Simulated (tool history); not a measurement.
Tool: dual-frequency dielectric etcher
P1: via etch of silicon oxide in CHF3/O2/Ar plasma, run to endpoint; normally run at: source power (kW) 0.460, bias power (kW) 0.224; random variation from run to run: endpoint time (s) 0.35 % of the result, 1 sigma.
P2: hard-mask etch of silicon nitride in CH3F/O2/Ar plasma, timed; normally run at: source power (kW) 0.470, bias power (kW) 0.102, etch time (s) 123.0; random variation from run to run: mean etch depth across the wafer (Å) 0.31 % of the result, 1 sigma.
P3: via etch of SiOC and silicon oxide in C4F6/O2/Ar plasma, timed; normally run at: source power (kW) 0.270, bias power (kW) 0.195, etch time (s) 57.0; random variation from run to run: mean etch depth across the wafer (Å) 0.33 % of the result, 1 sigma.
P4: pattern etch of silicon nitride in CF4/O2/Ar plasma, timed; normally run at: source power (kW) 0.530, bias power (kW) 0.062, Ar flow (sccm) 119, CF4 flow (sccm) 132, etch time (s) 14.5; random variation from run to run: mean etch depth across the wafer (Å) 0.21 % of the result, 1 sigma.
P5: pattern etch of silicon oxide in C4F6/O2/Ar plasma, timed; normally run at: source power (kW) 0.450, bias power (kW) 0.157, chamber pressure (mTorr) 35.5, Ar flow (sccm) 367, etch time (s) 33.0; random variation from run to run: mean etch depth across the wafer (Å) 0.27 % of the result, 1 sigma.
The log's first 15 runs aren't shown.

run    day  process that ran  source power (kW)  bias power (kW)  chamber pressure (mTorr)  Ar flow (sccm)  etch time (s)  CF4 flow (sccm)  hours since the last wet clean  hours since the last source power generator calibration  hours since the last bias power generator calibration  endpoint time (s)  mean etch depth across the wafer (Å)
 16  4.183                P4              0.660            0.062                                       119           14.5              132                           399.3                                                    470.0                                                 1507.6                                                   391.18
 17  4.492                P3              0.350            0.195                                                     57.0                                            406.7                                                    477.4                                                 1515.0                                                   636.96
 18  4.696                P1              0.290            0.224                                                                                                     411.6                                                    482.3                                                 1519.9             333.52
 19  4.938                P1              0.460            0.224                                                                                                     417.4                                                    488.1                                                 1525.7             279.33
     4.996  -- source power generator calibrated
 20  5.229                P5              0.450            0.157                      35.5             367           33.0                                            424.4                                                      5.6                                                 1532.7                                                   997.73
 21  5.529                P1              0.460            0.224                                                                                                     431.6                                                     12.8                                                 1539.9             278.95
 22  5.729                P5              0.450            0.157                      35.5             249           33.0                                            436.4                                                     17.6                                                 1544.7                                                  1034.70
 23  6.033                P4              0.530            0.062                                       119           14.5              132                           443.7                                                     24.9                                                 1552.0                                                   324.25
 24  6.288                P5              0.450            0.157                      35.5             367           33.0                                            449.8                                                     31.0                                                 1558.1                                                  1000.30
 25  6.525                P4              0.530            0.040                                       119           14.5              132                           455.5                                                     36.7                                                 1563.8                                                   275.46
 26  6.850                P4              0.530            0.062                                        89           14.5              132                           463.3                                                     44.5                                                 1571.6                                                   333.53

Run 27 comes next. What will it give?
 27  7.012                P1              0.460            0.224                                                                                                     467.2                                                     48.4                                                 1575.5                  ?

Run 27 gave endpoint time (s) 281.42.
